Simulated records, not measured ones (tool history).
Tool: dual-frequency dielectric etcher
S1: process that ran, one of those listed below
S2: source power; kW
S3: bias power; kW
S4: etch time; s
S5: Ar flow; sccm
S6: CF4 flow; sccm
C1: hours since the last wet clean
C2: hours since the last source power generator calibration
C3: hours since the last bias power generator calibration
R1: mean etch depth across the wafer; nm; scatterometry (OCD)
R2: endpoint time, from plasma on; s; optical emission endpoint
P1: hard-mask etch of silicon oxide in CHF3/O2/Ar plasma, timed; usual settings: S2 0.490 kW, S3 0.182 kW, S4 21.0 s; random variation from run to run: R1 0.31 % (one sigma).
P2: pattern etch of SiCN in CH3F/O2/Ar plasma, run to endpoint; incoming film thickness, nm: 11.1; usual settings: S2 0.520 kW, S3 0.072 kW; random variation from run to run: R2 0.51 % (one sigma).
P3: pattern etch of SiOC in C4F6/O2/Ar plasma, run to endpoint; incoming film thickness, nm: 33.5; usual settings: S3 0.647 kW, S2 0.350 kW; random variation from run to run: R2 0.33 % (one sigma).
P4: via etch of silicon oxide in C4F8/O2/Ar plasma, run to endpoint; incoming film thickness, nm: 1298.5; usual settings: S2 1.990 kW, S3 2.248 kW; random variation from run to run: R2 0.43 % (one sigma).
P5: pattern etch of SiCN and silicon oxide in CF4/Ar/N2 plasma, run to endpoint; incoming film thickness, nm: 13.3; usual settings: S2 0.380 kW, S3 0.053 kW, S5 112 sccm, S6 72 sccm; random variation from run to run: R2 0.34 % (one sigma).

run   hour  S1     S2     S3    S4   S5  S6     C1      C2     C3      R1        R2
  1    2.4  P1  0.490  0.182  21.0            50.6  1791.5  826.4  39.127
  2    5.7  P2  0.520  0.100                  53.9  1794.8  829.7           24.0040
  3   10.3  P1  0.410  0.182  12.5            58.5  1799.4  834.3  22.015
  4   14.7  P1  0.490  0.182  21.0            62.9  1803.8  838.7  39.118
  5   17.4  P5  0.380  0.053        112  97   65.6  1806.5  841.4           19.9390
  6   19.5  P1  0.490  0.182  21.0            67.7  1808.6  843.5  39.344
  7   23.2  P4  1.990  2.248                  71.4  1812.3  847.2          244.2100
  8   27.6  P2  0.520  0.072                  75.8  1816.7  851.6           26.7920
  9   31.0  P1  0.490  0.111  14.0            79.2  1820.1  855.0  22.287
 10   33.4  P2  0.670  0.072                  81.6  1822.5  857.4           24.5000
 11   38.1  P4  1.990  2.248                  86.3  1827.2  862.1          244.2300
 12   42.3  P1  0.490  0.182  21.0            90.5  1831.4  866.3  39.226
 13   45.8  P5  0.380  0.053        112  72   94.0  1834.9  869.8           20.9640
 14   50.2  P3  0.350  0.647                  98.4  1839.3  874.2           10.7710
 15   54.6  P1  0.490  0.182  14.5           102.8  1843.7  878.6  27.052
 16   58.4  P1  0.490  0.224  21.0           106.6  1847.5  882.4  42.030
 17   63.1  P1  0.290  0.182  21.0           111.3  1852.2  887.1  32.299
 18   65.5  P2  0.520  0.072                 113.7  1854.6  889.5           26.7540
 19   70.1  P1  0.490  0.182  21.0           118.3  1859.2  894.1  39.156
 20   72.7  P5  0.380  0.053        137  72  120.9  1861.8  896.7           21.7190
 21   76.3  P3  0.350  0.903                 124.5  1865.4  900.3            9.4041
 22   80.1  P3  0.260  0.647                 128.3  1869.2  904.1           11.9890
 23   84.4  P1  0.490  0.182  30.5           132.6  1873.5  908.4  57.121
 24   87.0  P1  0.490  0.182  21.0           135.2  1876.1  911.0  39.423
 25   89.7  P5  0.380  0.053        112  72  137.9  1878.8  913.7           20.9170
 26   93.3  P5  0.230  0.053        112  72  141.5  1882.4  917.3           32.6410
      94.8  -- wet clean of the chamber
 27   97.7  P1  0.490  0.182  21.0             2.9  1886.8  921.7  39.238
      99.1  -- source power generator calibrated
 28  101.0  P5  0.380  0.032        112  72    6.2     2.0  925.0           24.3880
 29  103.1  P1  0.490  0.119  21.0             8.3     4.1  927.1  34.155
 30  105.3  P4  1.210  2.248                  10.5     6.3  929.3          296.3200
 31  107.6  P4  1.990  3.009                  12.8     8.6  931.6          224.3300
 32  112.1  P1  0.630  0.182  21.0            17.3    13.1  936.1  43.303
 33  115.6  P1  0.490  0.182  21.0            20.8    16.6  939.6  39.360
 34  119.8  P1  0.490  0.182  21.0            25.0    20.8  943.8  39.534
 35  122.1  P1  0.490  0.182  21.0            27.3    23.1  946.1  39.525
 36  125.3  P1  0.490  0.182  21.0            30.5    26.3  949.3  39.670
 37  127.7  P1  0.490  0.182  21.0            32.9    28.7  951.7  39.787
 38  132.0  P1  0.490  0.182  21.0            37.2    33.0  956.0  39.909
     132.1  -- wet clean of the chamber
 39  134.6  P1  0.490  0.182  21.0             2.6    35.6  958.6  40.084
 40  138.5  P1  0.490  0.182  21.0             6.5    39.5  962.5  39.933
 41  141.0  P1  0.490  0.182  21.0             9.0    42.0  965.0  39.637

Forecast run 42:
 42  145.0  P1  0.490  0.182  21.0          13.0  46.0  969.0   ?

Run 42 gave R1 39.972 nm.
